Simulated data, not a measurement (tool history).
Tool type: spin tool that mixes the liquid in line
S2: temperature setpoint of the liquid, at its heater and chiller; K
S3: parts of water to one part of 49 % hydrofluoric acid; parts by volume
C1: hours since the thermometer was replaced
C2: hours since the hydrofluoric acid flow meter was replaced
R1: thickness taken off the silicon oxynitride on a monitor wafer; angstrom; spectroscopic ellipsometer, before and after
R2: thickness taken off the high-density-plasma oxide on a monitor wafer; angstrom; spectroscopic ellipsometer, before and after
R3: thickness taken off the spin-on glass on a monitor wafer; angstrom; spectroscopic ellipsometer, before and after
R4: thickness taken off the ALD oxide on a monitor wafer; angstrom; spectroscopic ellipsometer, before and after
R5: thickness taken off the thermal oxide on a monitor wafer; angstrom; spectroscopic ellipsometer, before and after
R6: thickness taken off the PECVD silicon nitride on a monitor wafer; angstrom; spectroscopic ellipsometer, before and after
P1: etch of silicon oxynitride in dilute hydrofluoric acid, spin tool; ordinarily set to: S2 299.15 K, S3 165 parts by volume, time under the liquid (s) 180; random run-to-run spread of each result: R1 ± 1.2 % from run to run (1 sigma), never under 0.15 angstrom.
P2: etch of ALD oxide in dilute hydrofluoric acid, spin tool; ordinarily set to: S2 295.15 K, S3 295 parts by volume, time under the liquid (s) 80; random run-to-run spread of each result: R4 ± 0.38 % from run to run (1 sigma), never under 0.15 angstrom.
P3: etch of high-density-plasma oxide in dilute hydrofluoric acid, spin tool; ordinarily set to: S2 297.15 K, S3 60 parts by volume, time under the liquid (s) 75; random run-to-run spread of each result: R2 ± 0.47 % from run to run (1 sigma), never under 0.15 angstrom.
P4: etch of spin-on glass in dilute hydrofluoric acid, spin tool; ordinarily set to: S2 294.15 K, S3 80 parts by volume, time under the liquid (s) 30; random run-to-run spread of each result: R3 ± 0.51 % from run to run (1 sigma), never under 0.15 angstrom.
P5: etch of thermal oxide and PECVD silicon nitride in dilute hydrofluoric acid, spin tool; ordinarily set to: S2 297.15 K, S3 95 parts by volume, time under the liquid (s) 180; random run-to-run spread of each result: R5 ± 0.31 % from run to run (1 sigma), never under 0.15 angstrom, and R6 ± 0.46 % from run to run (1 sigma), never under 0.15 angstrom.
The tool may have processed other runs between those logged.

Run 1, hour 14.3: process that ran P1, S2 299.15 K, S3 165 parts by volume, time under the liquid (s) 180; C1 575.7; C2 430.5. Result: R1 18.781 angstrom.
Run 2, hour 27.8: process that ran P3, S2 297.15 K, S3 60 parts by volume, time under the liquid (s) 75; C1 589.2; C2 444. Result: R2 68.706 angstrom.
Run 3, hour 43.8: process that ran P4, S2 294.15 K, S3 80 parts by volume, time under the liquid (s) 55; C1 605.2; C2 460. Result: R3 278.79 angstrom.
Run 4, hour 55.5: process that ran P2, S2 295.15 K, S3 295 parts by volume, time under the liquid (s) 80; C1 616.9; C2 471.7. Result: R4 66.081 angstrom.
Run 5, hour 73.4: process that ran P1, S2 299.15 K, S3 165 parts by volume, time under the liquid (s) 180; C1 634.8; C2 489.6. Result: R1 18.993 angstrom.
Run 6, hour 85.2: process that ran P1, S2 292.15 K, S3 165 parts by volume, time under the liquid (s) 180; C1 646.6; C2 501.4. Result: R1 13.256 angstrom.
Run 7, hour 99.8: process that ran P1, S2 299.15 K, S3 165 parts by volume, time under the liquid (s) 180; C1 661.2; C2 516. Result: R1 18.816 angstrom.
Run 8, hour 112.9: process that ran P3, S2 305.65 K, S3 60 parts by volume, time under the liquid (s) 75; C1 674.3; C2 529.1. Result: R2 97.121 angstrom.
Run 9, hour 123: process that ran P1, S2 299.15 K, S3 165 parts by volume, time under the liquid (s) 265; C1 684.4; C2 539.2. Result: R1 28.363 angstrom.
Run 10, hour 136.9: process that ran P2, S2 295.15 K, S3 295 parts by volume, time under the liquid (s) 15; C1 698.3; C2 553.1. Result: R4 12.381 angstrom.
Run 11, hour 150.5: process that ran P5, S2 297.15 K, S3 95 parts by volume, time under the liquid (s) 180; C1 711.9; C2 566.7. Result: R5 86.958 angstrom, R6 105.41 angstrom.
Run 12, hour 161.1: process that ran P1, S2 299.15 K, S3 165 parts by volume, time under the liquid (s) 180; C1 722.5; C2 577.3. Result: R1 19.51 angstrom.
Run 13, hour 171.1: process that ran P1, S2 303.15 K, S3 165 parts by volume, time under the liquid (s) 180; C1 732.5; C2 587.3. Result: R1 22.435 angstrom.
Run 14, hour 187.9: process that ran P4, S2 294.15 K, S3 80 parts by volume, time under the liquid (s) 30; C1 749.3; C2 604.1. Result: R3 152.44 angstrom.
Run 15, hour 204.1: process that ran P5, S2 297.15 K, S3 95 parts by volume, time under the liquid (s) 180; C1 765.5; C2 620.3. Result: R5 87.438 angstrom, R6 104.48 angstrom.
Run 16, hour 215.5: process that ran P2, S2 295.15 K, S3 100 parts by volume, time under the liquid (s) 80; C1 776.9; C2 631.7. Result: R4 239.28 angstrom.
Run 17, hour 225.8: process that ran P4, S2 299.65 K, S3 80 parts by volume, time under the liquid (s) 30; C1 787.2; C2 642. Result: R3 191.04 angstrom.
Run 18, hour 244.5: process that ran P1, S2 293.65 K, S3 255 parts by volume, time under the liquid (s) 180; C1 805.9; C2 660.7. Result: R1 8.7629 angstrom.
Run 19, hour 258.1: process that ran P3, S2 297.15 K, S3 60 parts by volume, time under the liquid (s) 120; C1 819.5; C2 674.3. Result: R2 110.59 angstrom.
Run 20, hour 273.6: process that ran P3, S2 297.15 K, S3 60 parts by volume, time under the liquid (s) 75; C1 835; C2 689.8. Result: R2 69.169 angstrom.
Run 21, hour 285.9: process that ran P4, S2 294.15 K, S3 80 parts by volume, time under the liquid (s) 30; C1 847.3; C2 702.1. Result: R3 153.12 angstrom.
Run 22, hour 304.8: process that ran P1, S2 299.15 K, S3 165 parts by volume, time under the liquid (s) 180; C1 866.2; C2 721. Result: R1 18.799 angstrom.
Run 23, hour 323.4: process that ran P1, S2 299.15 K, S3 165 parts by volume, time under the liquid (s) 95; C1 884.8; C2 739.6. Result: R1 10.076 angstrom.
Run 24, hour 338.4: process that ran P5, S2 297.15 K, S3 155 parts by volume, time under the liquid (s) 180; C1 899.8; C2 754.6. Result: R5 49.578 angstrom, R6 64.904 angstrom.
Run 25, hour 349.9: process that ran P1, S2 299.15 K, S3 165 parts by volume, time under the liquid (s) 180; C1 911.3; C2 766.1. Result: R1 19.101 angstrom.
Run 26, hour 359.9: process that ran P5, S2 297.15 K, S3 95 parts by volume, time under the liquid (s) 365; C1 921.3; C2 776.1. Result: R5 177.18 angstrom, R6 212.5 angstrom.
Run 27, hour 373.4: process that ran P2, S2 295.15 K, S3 295 parts by volume, time under the liquid (s) 80; C1 934.8; C2 789.6. Result: R4 66.444 angstrom.
Run 28, hour 385.8: process that ran P5, S2 292.15 K, S3 95 parts by volume, time under the liquid (s) 180; C1 947.2; C2 802. Result: R5 71.248 angstrom, R6 75.081 angstrom.
Run 29, hour 400.7: process that ran P1, S2 299.15 K, S3 95 parts by volume, time under the liquid (s) 180; C1 962.1; C2 816.9. Result: R1 34.548 angstrom.
Run 30, hour 417.2: process that ran P3, S2 297.15 K, S3 35 parts by volume, time under the liquid (s) 75; C1 978.6; C2 833.4. Result: R2 121.17 angstrom.
Run 31, hour 435.5: process that ran P2, S2 290.15 K, S3 295 parts by volume, time under the liquid (s) 80; C1 996.9; C2 851.7. Result: R4 54.98 angstrom.
Run 32, hour 449.3: process that ran P4, S2 294.15 K, S3 20 parts by volume, time under the liquid (s) 30; C1 1010.7; C2 865.5. Result: R3 656.6 angstrom.
Run 33, hour 457.6: process that ran P1, S2 299.15 K, S3 250 parts by volume, time under the liquid (s) 180; C1 1019; C2 873.8. Result: R1 11.857 angstrom.
Run 34, hour 471.5: process that ran P1, S2 299.15 K, S3 165 parts by volume, time under the liquid (s) 180; C1 1032.9; C2 887.7. Result: R1 19.284 angstrom.
Run 35, hour 482: process that ran P1, S2 299.15 K, S3 165 parts by volume, time under the liquid (s) 180; C1 1043.4; C2 898.2. Result: R1 19.126 angstrom.
Run 36, hour 494.8: process that ran P1, S2 299.15 K, S3 165 parts by volume, time under the liquid (s) 180; C1 1056.2; C2 911. Result: R1 18.299 angstrom.
Run 37, hour 505.3: process that ran P1, S2 299.15 K, S3 165 parts by volume, time under the liquid (s) 180; C1 1066.7; C2 921.5. Result: R1 17.9 angstrom.
Run 38, hour 521.8: process that ran P1, S2 299.15 K, S3 165 parts by volume, time under the liquid (s) 180; C1 1083.2; C2 938. Result: R1 17.572 angstrom.
Run 39, hour 536.3: process that ran P1, S2 299.15 K, S3 165 parts by volume, time under the liquid (s) 180; C1 1097.7; C2 952.5. Result: R1 17.532 angstrom.
Run 40, hour 545.3: process that ran P1, S2 299.15 K, S3 165 parts by volume, time under the liquid (s) 180; C1 1106.7; C2 961.5. Result: R1 17.276 angstrom.
Run 41, hour 563.3: process that ran P1, S2 299.15 K, S3 165 parts by volume, time under the liquid (s) 180; C1 1124.7; C2 979.5. Result: R1 16.687 angstrom.
Run 42, hour 574.7: process that ran P1, S2 299.15 K, S3 165 parts by volume, time under the liquid (s) 180; C1 1136.1; C2 990.9. Result: R1 17.117 angstrom.
Run 43, hour 583.2: process that ran P1, S2 299.15 K, S3 165 parts by volume, time under the liquid (s) 180; C1 1144.6; C2 999.4. Result: R1 17.226 angstrom.

What P1 gives has crept off from where it sat before. The 2 causes that follow fit the log equally well, each at the size noted:
A: liquid colder than its thermometer reads (K) = 2.06
B: hydrofluoric acid flow below the setpoint (%) = 7.77
The process output started creeping at around hour 482.

Below are 4 check runs, each on a single wafer, with their results shown as question marks. Which of them would tell the listed causes apart, meaning the causes would give clearly different results under it?
Run check 1, hour 591.7: process that ran P2, S2 295.15 K, S3 130 parts by volume, time under the liquid (s) 25. Result: R4 ?.
Run check 2, hour 591.7: process that ran P5, S2 292.65 K, S3 140 parts by volume, time under the liquid (s) 180. Result: R5 ?, R6 ?.
Run check 3, hour 591.7: process that ran P4, S2 294.15 K, S3 35 parts by volume, time under the liquid (s) 30. Result: R3 ?.
Run check 4, hour 591.7: process that ran P3, S2 303.15 K, S3 60 parts by volume, time under the liquid (s) 75. Result: R2 ?.

How each check would come out, cause by cause:
  check  result    if A    if B
check 1      R4  50.968   50.42
check 2      R5  43.273  42.872
check 2      R6  46.134  49.051
check 3      R3  337.38   338.7
check 4      R2  80.857   80.24
How far apart the two closest causes lie, in the result that separates them most: check 1 1.08 %; check 2 6.13 %; check 3 0.39 %; check 4 0.77 %
The other checks would show nearly matching results whichever cause is true, so check 2 is the only one that separates the causes.

Check 2 was then run and gave: R5 42.783 angstrom; R6 49.09 angstrom. Which cause is it?

The correct cause is B, namely: hydrofluoric acid flow below the setpoint (%).

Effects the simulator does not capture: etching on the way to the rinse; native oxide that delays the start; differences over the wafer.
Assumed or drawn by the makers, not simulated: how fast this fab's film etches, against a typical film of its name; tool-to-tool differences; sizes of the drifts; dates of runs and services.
